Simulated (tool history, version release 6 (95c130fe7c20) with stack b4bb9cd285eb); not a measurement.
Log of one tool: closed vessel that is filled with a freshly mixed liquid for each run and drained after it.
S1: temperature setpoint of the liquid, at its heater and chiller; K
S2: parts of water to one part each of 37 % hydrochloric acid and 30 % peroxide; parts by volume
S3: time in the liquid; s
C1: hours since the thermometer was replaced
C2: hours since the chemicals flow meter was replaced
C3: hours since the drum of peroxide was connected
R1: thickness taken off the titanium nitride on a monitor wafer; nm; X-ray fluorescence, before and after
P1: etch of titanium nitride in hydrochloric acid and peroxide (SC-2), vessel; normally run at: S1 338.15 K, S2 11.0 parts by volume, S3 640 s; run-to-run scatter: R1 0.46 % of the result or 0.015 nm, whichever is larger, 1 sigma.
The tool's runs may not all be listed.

| run | hour | S1 | S2 | S3 | C1 | C2 | C3 | R1 |
|---|---|---|---|---|---|---|---|---|
| 1 | 6.6 | 338.15 | 11.0 | 640 | 1322.2 | 222.7 | 647.7 | 47.122 |
| 2 | 12.9 | 338.15 | 11.0 | 640 | 1328.5 | 229.0 | 654.0 | 46.904 |
|  | 14.0 | chemicals flow meter replaced |
| 3 | 20.3 | 338.15 | 4.0 | 640 | 1335.9 | 6.4 | 661.4 | 101.530 |
| 4 | 25.4 | 338.15 | 11.0 | 1030 | 1341.0 | 11.5 | 666.5 | 75.229 |
| 5 | 31.4 | 338.15 | 11.0 | 275 | 1347.0 | 17.5 | 672.5 | 20.114 |
| 6 | 36.7 | 338.15 | 11.0 | 640 | 1352.3 | 22.8 | 677.8 | 46.841 |
| 7 | 42.4 | 326.65 | 11.0 | 640 | 1358.0 | 28.5 | 683.5 | 22.579 |
| 8 | 46.6 | 338.15 | 11.0 | 640 | 1362.2 | 32.7 | 687.7 | 46.930 |
| 9 | 50.6 | 345.15 | 11.0 | 640 | 1366.2 | 36.7 | 691.7 | 70.339 |
| 10 | 54.5 | 338.15 | 16.5 | 640 | 1370.1 | 40.6 | 695.6 | 33.065 |
| 11 | 60.4 | 327.15 | 19.0 | 640 | 1376.0 | 46.5 | 701.5 | 14.518 |
| 12 | 65.9 | 338.15 | 11.0 | 640 | 1381.5 | 52.0 | 707.0 | 46.974 |
|  | 67.3 | new drum of peroxide connected |
| 13 | 69.6 | 338.15 | 11.0 | 640 | 1385.2 | 55.7 | 2.3 | 47.257 |
| 14 | 76.7 | 338.15 | 11.0 | 640 | 1392.3 | 62.8 | 9.4 | 46.645 |
| 15 | 84.6 | 338.15 | 11.0 | 640 | 1400.2 | 70.7 | 17.3 | 48.617 |
| 16 | 90.2 | 338.15 | 11.0 | 640 | 1405.8 | 76.3 | 22.9 | 48.802 |
| 17 | 94.2 | 338.15 | 11.0 | 640 | 1409.8 | 80.3 | 26.9 | 49.344 |
| 18 | 101.0 | 338.15 | 11.0 | 640 | 1416.6 | 87.1 | 33.7 | 50.031 |
| 19 | 107.1 | 338.15 | 11.0 | 640 | 1422.7 | 93.2 | 39.8 | 50.353 |
| 20 | 114.1 | 338.15 | 11.0 | 640 | 1429.7 | 100.2 | 46.8 | 50.691 |

Run 21 comes next. What will it give?
| 21 | 121.9 | 338.15 | 11.0 | 640 | 1437.5 | 108.0 | 54.6 | ? |

Run 21 gave R1 50.694 nm.

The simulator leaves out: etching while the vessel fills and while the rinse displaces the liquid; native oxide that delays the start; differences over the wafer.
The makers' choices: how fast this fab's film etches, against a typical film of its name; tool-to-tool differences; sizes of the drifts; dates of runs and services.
